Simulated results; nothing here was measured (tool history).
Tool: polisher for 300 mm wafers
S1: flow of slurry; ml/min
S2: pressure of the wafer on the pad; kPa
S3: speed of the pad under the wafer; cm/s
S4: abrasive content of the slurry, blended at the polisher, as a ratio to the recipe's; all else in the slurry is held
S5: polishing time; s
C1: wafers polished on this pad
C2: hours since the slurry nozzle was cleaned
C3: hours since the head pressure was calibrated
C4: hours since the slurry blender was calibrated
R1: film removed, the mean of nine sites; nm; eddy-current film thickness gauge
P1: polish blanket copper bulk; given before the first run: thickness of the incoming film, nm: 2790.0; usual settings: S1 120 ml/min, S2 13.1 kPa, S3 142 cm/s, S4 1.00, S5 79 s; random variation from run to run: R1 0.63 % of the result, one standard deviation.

| run | day | S1 | S2 | S3 | S4 | S5 | C1 | C2 | C3 | C4 | R1 |
|---|---|---|---|---|---|---|---|---|---|---|---|
| 1 | 0.358 | 120 | 13.1 | 142 | 1.00 | 79 | 380 | 245.5 | 278.7 | 56.8 | 678.68 |
| 2 | 0.725 | 120 | 13.1 | 142 | 1.00 | 42 | 479 | 254.3 | 287.5 | 65.6 | 361.34 |
| 3 | 0.912 | 70 | 13.1 | 142 | 1.00 | 102 | 529 | 258.8 | 292.0 | 70.1 | 761.96 |
|  | 1.188 | slurry blender recalibrated |
| 4 | 1.279 | 70 | 13.1 | 142 | 1.00 | 79 | 627 | 267.6 | 300.8 | 2.3 | 592.57 |
| 5 | 1.504 | 120 | 13.1 | 96 | 1.00 | 79 | 687 | 273.0 | 306.2 | 7.7 | 462.44 |
| 6 | 1.883 | 120 | 6.2 | 142 | 1.00 | 79 | 789 | 282.1 | 315.3 | 16.8 | 322.05 |
| 7 | 2.179 | 120 | 13.1 | 142 | 1.00 | 79 | 868 | 289.2 | 322.4 | 23.9 | 676.95 |
| 8 | 2.496 | 120 | 13.1 | 142 | 1.00 | 79 | 953 | 296.8 | 330.0 | 31.5 | 685.21 |
| 9 | 2.800 | 120 | 13.1 | 142 | 1.00 | 79 | 1034 | 304.1 | 337.3 | 38.8 | 684.77 |
| 10 | 3.033 | 120 | 13.1 | 142 | 1.00 | 79 | 1097 | 309.7 | 342.9 | 44.4 | 682.75 |
| 11 | 3.254 | 120 | 13.1 | 204 | 1.00 | 79 | 1156 | 315.0 | 348.2 | 49.7 | 977.01 |
| 12 | 3.458 | 120 | 21.4 | 142 | 1.00 | 79 | 1210 | 319.9 | 353.1 | 54.6 | 1110.80 |
| 13 | 3.862 | 120 | 13.1 | 142 | 1.00 | 116 | 1318 | 329.6 | 362.8 | 64.3 | 1009.70 |
| 14 | 4.112 | 120 | 13.1 | 142 | 0.75 | 79 | 1385 | 335.6 | 368.8 | 70.3 | 639.23 |
| 15 | 4.362 | 120 | 13.1 | 142 | 1.00 | 79 | 1452 | 341.6 | 374.8 | 76.3 | 678.59 |
| 16 | 4.712 | 160 | 13.1 | 142 | 1.00 | 79 | 1546 | 350.0 | 383.2 | 84.7 | 722.95 |
| 17 | 4.912 | 120 | 13.1 | 142 | 1.20 | 79 | 1600 | 354.8 | 388.0 | 89.5 | 714.09 |
| 18 | 5.125 | 120 | 13.1 | 142 | 1.00 | 79 | 1656 | 359.9 | 393.1 | 94.6 | 687.88 |
| 19 | 5.492 | 120 | 13.1 | 142 | 1.00 | 79 | 1755 | 368.7 | 401.9 | 103.4 | 651.85 |
| 20 | 5.888 | 120 | 13.1 | 142 | 1.00 | 79 | 1861 | 378.2 | 411.4 | 112.9 | 640.34 |
|  | 6.088 | head pressure recalibrated |
|  | 6.171 | slurry blender recalibrated |
| 21 | 6.279 | 120 | 13.1 | 142 | 1.00 | 79 | 1965 | 387.6 | 4.6 | 2.6 | 625.47 |
| 22 | 6.612 | 120 | 13.1 | 142 | 1.00 | 79 | 2055 | 395.6 | 12.6 | 10.6 | 612.46 |
| 23 | 6.858 | 120 | 13.1 | 142 | 1.00 | 79 | 2120 | 401.5 | 18.5 | 16.5 | 615.23 |
| 24 | 7.050 | 120 | 13.1 | 142 | 1.00 | 79 | 2172 | 406.1 | 23.1 | 21.1 | 613.21 |
| 25 | 7.233 | 120 | 13.1 | 142 | 1.00 | 79 | 2221 | 410.5 | 27.5 | 25.5 | 616.72 |

What P1 gives has crept off from where it sat before. The 2 causes that follow fit the log equally well, each at the size noted:
A: slurry flow missing at the pad, % = 33.5
B: removal rate lost through wear of the pad, % = 9.89
At approximately day 5.125, the process output began to creep.
All other causes, with the reason each is excluded:
head's pressure below its setpoint, %: was serviced at day 6.088, once the creep was under way, yet the earlier output never came back
abrasive missing from the slurry, %: was serviced at day 6.171, once the creep was under way, yet the earlier output never came back

Listed below are the offered check runs, one wafer per run, with question marks in place of results. For which of them would the causes give clearly different outcomes?
| check 1 | 7.417 | 120 | 6.9 | 142 | 1.00 | 79 |  |  |  |  | ? |
| check 2 | 7.417 | 120 | 20.0 | 142 | 1.00 | 104 |  |  |  |  | ? |
| check 3 | 7.417 | 70 | 13.1 | 142 | 0.80 | 79 |  |  |  |  | ? |
| check 4 | 7.417 | 120 | 15.9 | 142 | 1.00 | 60 |  |  |  |  | ? |

Expected result of each check under each candidate cause:
| check | result | if A | if B |
|---|---|---|---|
| check 1 | R1 | 323.89 | 323.85 |
| check 2 | R1 | 1236.50 | 1236.40 |
| check 3 | R1 | 478.17 | 507.24 |
| check 4 | R1 | 565.78 | 565.72 |
Per check, the gap between the least separated pair of causes, taken in the result that splits them most: check 1 0.01 %; check 2 0.01 %; check 3 5.9 %; check 4 0.01 %
Only in check 3 would the causes give clearly different results; in the remaining checks their results would be nearly the same.

Check 3 was then run and gave: R1 477.98 nm. Which cause is it?

It is A: slurry flow missing at the pad, %.
